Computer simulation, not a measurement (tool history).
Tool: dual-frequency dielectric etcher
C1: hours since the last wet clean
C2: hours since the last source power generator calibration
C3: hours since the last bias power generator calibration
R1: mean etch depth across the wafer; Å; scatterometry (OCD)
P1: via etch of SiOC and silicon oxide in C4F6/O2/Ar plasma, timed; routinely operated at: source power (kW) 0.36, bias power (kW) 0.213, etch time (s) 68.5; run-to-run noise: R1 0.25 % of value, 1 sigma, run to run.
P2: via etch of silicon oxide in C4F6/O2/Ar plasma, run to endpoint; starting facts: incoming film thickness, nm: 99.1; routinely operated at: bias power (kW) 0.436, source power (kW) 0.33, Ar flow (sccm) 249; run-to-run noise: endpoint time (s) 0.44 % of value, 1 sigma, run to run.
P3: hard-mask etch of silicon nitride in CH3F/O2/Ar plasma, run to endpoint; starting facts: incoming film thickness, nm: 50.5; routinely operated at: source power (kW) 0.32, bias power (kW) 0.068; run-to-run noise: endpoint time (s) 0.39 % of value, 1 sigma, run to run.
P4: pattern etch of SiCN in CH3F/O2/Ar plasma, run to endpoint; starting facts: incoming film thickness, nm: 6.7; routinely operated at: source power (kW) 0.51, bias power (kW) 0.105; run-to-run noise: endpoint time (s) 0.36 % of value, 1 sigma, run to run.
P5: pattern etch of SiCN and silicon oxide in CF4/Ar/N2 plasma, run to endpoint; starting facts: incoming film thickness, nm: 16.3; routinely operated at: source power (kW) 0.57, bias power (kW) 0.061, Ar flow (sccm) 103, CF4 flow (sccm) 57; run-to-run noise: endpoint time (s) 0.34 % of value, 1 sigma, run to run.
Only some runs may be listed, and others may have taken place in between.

Run 1, hour 15.4: process that ran P1, source power (kW) 0.36, bias power (kW) 0.213, etch time (s) 68.5; C1 218.9; C2 2667.7; C3 986.5. Result: R1 789.18 Å.
Run 2, hour 27.4: process that ran P1, source power (kW) 0.36, bias power (kW) 0.213, etch time (s) 68.5; C1 230.9; C2 2679.7; C3 998.5. Result: R1 785.7 Å.
Run 3, hour 41: process that ran P5, source power (kW) 0.57, bias power (kW) 0.061, Ar flow (sccm) 103, CF4 flow (sccm) 57; C1 244.5; C2 2693.3; C3 1012.1. Result: endpoint time (s) 16.936.
Run 4, hour 50.1: process that ran P5, source power (kW) 0.4, bias power (kW) 0.061, Ar flow (sccm) 103, CF4 flow (sccm) 57; C1 253.6; C2 2702.4; C3 1021.2. Result: endpoint time (s) 22.939.
Run 5, hour 67.4: process that ran P1, source power (kW) 0.36, bias power (kW) 0.213, etch time (s) 89; C1 270.9; C2 2719.7; C3 1038.5. Result: R1 1025.2 Å.
Run 6, hour 84.5: process that ran P4, source power (kW) 0.51, bias power (kW) 0.105; C1 288; C2 2736.8; C3 1055.6. Result: endpoint time (s) 14.774.
Run 7, hour 94: process that ran P1, source power (kW) 0.36, bias power (kW) 0.254, etch time (s) 68.5; C1 297.5; C2 2746.3; C3 1065.1. Result: R1 832.3 Å.
Run 8, hour 108: process that ran P1, source power (kW) 0.36, bias power (kW) 0.213, etch time (s) 68.5; C1 311.5; C2 2760.3; C3 1079.1. Result: R1 789.73 Å.
Run 9, hour 123.9: process that ran P3, source power (kW) 0.38, bias power (kW) 0.068; C1 327.4; C2 2776.2; C3 1095. Result: endpoint time (s) 78.054.
Run 10, hour 139.2: process that ran P2, source power (kW) 0.2, bias power (kW) 0.436, Ar flow (sccm) 249; C1 342.7; C2 2791.5; C3 1110.3. Result: endpoint time (s) 28.946.
Run 11, hour 157.1: process that ran P2, source power (kW) 0.33, bias power (kW) 0.436, Ar flow (sccm) 249; C1 360.6; C2 2809.4; C3 1128.2. Result: endpoint time (s) 24.13.
Run 12, hour 170.9: process that ran P1, source power (kW) 0.36, bias power (kW) 0.213, etch time (s) 39; C1 374.4; C2 2823.2; C3 1142. Result: R1 449.63 Å.
Run 13, hour 181.1: process that ran P5, source power (kW) 0.57, bias power (kW) 0.038, Ar flow (sccm) 103, CF4 flow (sccm) 57; C1 384.6; C2 2833.4; C3 1152.2. Result: endpoint time (s) 19.565.
At hour 181.3: source power generator calibrated.
Run 14, hour 191.3: process that ran P1, source power (kW) 0.36, bias power (kW) 0.213, etch time (s) 68.5; C1 394.8; C2 10.1; C3 1162.4. Result: R1 786.7 Å.
Run 15, hour 200.8: process that ran P3, source power (kW) 0.32, bias power (kW) 0.092; C1 404.3; C2 19.6; C3 1171.9. Result: endpoint time (s) 74.751.
Run 16, hour 217: process that ran P3, source power (kW) 0.32, bias power (kW) 0.068; C1 420.5; C2 35.8; C3 1188.1. Result: endpoint time (s) 82.605.
Run 17, hour 233.5: process that ran P5, source power (kW) 0.57, bias power (kW) 0.061, Ar flow (sccm) 63, CF4 flow (sccm) 57; C1 437; C2 52.3; C3 1204.6. Result: endpoint time (s) 15.548.
Run 18, hour 251.3: process that ran P4, source power (kW) 0.51, bias power (kW) 0.105; C1 454.8; C2 70.1; C3 1222.4. Result: endpoint time (s) 14.794.
Run 19, hour 267.4: process that ran P1, source power (kW) 0.49, bias power (kW) 0.26, etch time (s) 68.5; C1 470.9; C2 86.2; C3 1238.5. Result: R1 946.82 Å.
Run 20, hour 279.1: process that ran P1, source power (kW) 0.36, bias power (kW) 0.25, etch time (s) 48; C1 482.6; C2 97.9; C3 1250.2. Result: R1 582.89 Å.
Run 21, hour 291.7: process that ran P3, source power (kW) 0.32, bias power (kW) 0.068; C1 495.2; C2 110.5; C3 1262.8. Result: endpoint time (s) 82.852.

What does the tool deliver on the next run?
Run 22, hour 300.7: process that ran P4, source power (kW) 0.51, bias power (kW) 0.142; C1 504.2; C2 119.5; C3 1271.8. Result: endpoint time (s) ?.

For run 22 the tool returned endpoint time (s) 13.21.
